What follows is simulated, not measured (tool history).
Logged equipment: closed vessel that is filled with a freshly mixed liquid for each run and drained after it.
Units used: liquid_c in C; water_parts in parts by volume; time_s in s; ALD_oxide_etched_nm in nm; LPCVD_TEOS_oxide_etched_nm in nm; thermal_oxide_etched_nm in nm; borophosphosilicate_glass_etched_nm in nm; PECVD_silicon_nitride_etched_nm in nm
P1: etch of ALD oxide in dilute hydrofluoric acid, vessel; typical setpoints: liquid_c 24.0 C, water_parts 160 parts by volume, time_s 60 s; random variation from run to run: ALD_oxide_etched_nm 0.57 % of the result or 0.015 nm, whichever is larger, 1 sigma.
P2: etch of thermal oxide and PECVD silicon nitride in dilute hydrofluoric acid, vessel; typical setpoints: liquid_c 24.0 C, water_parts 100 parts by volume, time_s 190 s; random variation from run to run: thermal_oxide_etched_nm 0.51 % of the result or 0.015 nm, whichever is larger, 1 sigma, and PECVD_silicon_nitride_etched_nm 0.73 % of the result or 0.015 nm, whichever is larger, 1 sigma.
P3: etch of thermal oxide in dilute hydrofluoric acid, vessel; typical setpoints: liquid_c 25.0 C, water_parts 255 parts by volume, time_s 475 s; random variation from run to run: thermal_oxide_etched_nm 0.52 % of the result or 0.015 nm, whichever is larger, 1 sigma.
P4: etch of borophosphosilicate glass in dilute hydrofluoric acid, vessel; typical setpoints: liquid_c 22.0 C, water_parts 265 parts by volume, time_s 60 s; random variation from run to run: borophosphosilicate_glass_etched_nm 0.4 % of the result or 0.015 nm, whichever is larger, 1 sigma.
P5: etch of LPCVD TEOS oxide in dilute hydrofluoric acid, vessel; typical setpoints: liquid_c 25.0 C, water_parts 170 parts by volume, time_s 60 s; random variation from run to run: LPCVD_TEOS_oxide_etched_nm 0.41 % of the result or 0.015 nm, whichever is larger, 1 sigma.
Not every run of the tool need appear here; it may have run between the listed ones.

run	hour	process	liquid_c	water_parts	time_s	hours since the thermometer was replaced	hours since the hydrofluoric acid flow meter was replaced	ALD_oxide_etched_nm	LPCVD_TEOS_oxide_etched_nm	thermal_oxide_etched_nm	borophosphosilicate_glass_etched_nm	PECVD_silicon_nitride_etched_nm
1	16.1	P1	24.0	160	60	527.9	779.5	8.0597				
2	25.3	P5	33.0	170	60	537.1	788.7		25.3160			
3	41.4	P3	25.0	255	475	553.2	804.8			7.8712		
4	55.9	P4	26.5	265	60	567.7	819.3				8.6463	
5	63.2	P1	24.0	160	30	575.0	826.6	4.0834				
6	71.9	P3	18.0	255	475	583.7	835.3			6.0760		
7	83.5	P1	24.0	100	60	595.3	846.9	13.9670				
8	94.4	P3	25.0	255	475	606.2	857.8			7.7956		
9	103.1	P4	22.0	265	60	614.9	866.5				7.3195	
10	117.5	P3	25.0	255	105	629.3	880.9			1.7111		
11	127.8	P1	24.0	280	60	639.6	891.2	4.0313				
12	136.6	P2	31.0	100	190	648.4	900.0			12.0700		4.99330
13	149.1	P5	25.0	170	60	660.9	912.5		18.7610			
14	158.3	P4	22.0	265	30	670.1	921.7				3.6810	
15	172.2	P1	24.0	160	60	684.0	935.6	8.1356				
16	183.1	P2	24.0	180	190	694.9	946.5			4.7564		1.78500
17	191.4	P1	19.5	90	60	703.2	954.8	13.0320				
18	207.8	P3	25.0	75	475	719.6	971.2			32.8880		
19	218.5	P1	31.0	160	60	730.3	981.9	10.3940				
20	230.4	P5	25.0	170	30	742.2	993.8		9.5195			
21	238.4	P1	24.0	160	60	750.2	1001.8	8.1211				
22	248.0	P4	22.0	75	60	759.8	1011.4				31.7060	
23	256.4	P1	19.0	160	60	768.2	1019.8	6.6721				
24	264.3	P1	24.0	160	60	776.1	1027.7	8.1219				
25	277.8	P1	24.0	160	110	789.6	1041.2	14.8940				
26	292.8	P4	22.0	265	60	804.6	1056.2				7.3079	
27	300.2	P2	24.0	100	45	812.0	1063.6			2.2005		0.79568
28	310.4	P2	24.0	100	190	822.2	1073.8			9.3129		3.19510
29	325.0	P5	25.0	235	60	836.8	1088.4		12.7250			
30	340.1	P1	24.0	160	60	851.9	1103.5	8.1055				
31	351.2	P1	24.0	160	60	863.0	1114.6	8.2448				
32	363.5	P1	24.0	160	60	875.3	1126.9	8.3452				
33	374.9	P1	24.0	160	60	886.7	1138.3	8.3855				
34	391.2	P1	24.0	160	60	903.0	1154.6	8.5508				
35	399.3	P1	24.0	160	60	911.1	1162.7	8.6084				
36	410.5	P1	24.0	160	60	922.3	1173.9	8.4905				
37	418.5	P1	24.0	160	60	930.3	1181.9	8.5098				
38	434.7	P1	24.0	160	60	946.5	1198.1	8.5685				
39	448.3	P1	24.0	160	60	960.1	1211.7	8.5412				
40	464.6	P1	24.0	160	60	976.4	1228.0	8.5791				
41	472.3	P1	24.0	160	60	984.1	1235.7	8.6041				

P1 no longer gives what it gave before; its output has crept away from where it was. The following 2 causes, each at its listed size, fit the log equally well:
A: liquid hotter than its thermometer reads (K) = 1.48
B: hydrofluoric acid flow above the setpoint (%) = 4.84
The onset of the drift is placed at about hour 340.1.

Below are 4 check runs, each averaged over 5 wafers, with their results shown as question marks. Which of them would give clearly different results depending on which cause is behind the drift?
check 1	480.0	P2	29.0	100	50					?		?
check 2	480.0	P5	28.0	170	30				?			
check 3	480.0	P3	25.0	100	475					?		
check 4	480.0	P4	25.5	125	60						?	

What each check would give under each cause:
check	result	if A	if B
check 1	thermal_oxide_etched_nm	3.1427	3.1367
check 1	PECVD_silicon_nitride_etched_nm	1.27810	1.22110
check 2	LPCVD_TEOS_oxide_etched_nm	11.1790	11.2220
check 3	thermal_oxide_etched_nm	25.2470	25.1310
check 4	borophosphosilicate_glass_etched_nm	21.8060	21.7630
Smallest distance between any two causes, each pair judged by its most separating result, in per cent: check 1 4.57 %; check 2 0.38 %; check 3 0.46 %; check 4 0.2 %
The causes can be told apart only by check 1. The other checks would give nearly the same results under each of them.

With check 1 done, the readings were: thermal_oxide_etched_nm 3.1429 nm; PECVD_silicon_nitride_etched_nm 1.26390 nm. Identify which of the listed causes applies.

The correct cause is A, namely: liquid hotter than its thermometer reads (K).

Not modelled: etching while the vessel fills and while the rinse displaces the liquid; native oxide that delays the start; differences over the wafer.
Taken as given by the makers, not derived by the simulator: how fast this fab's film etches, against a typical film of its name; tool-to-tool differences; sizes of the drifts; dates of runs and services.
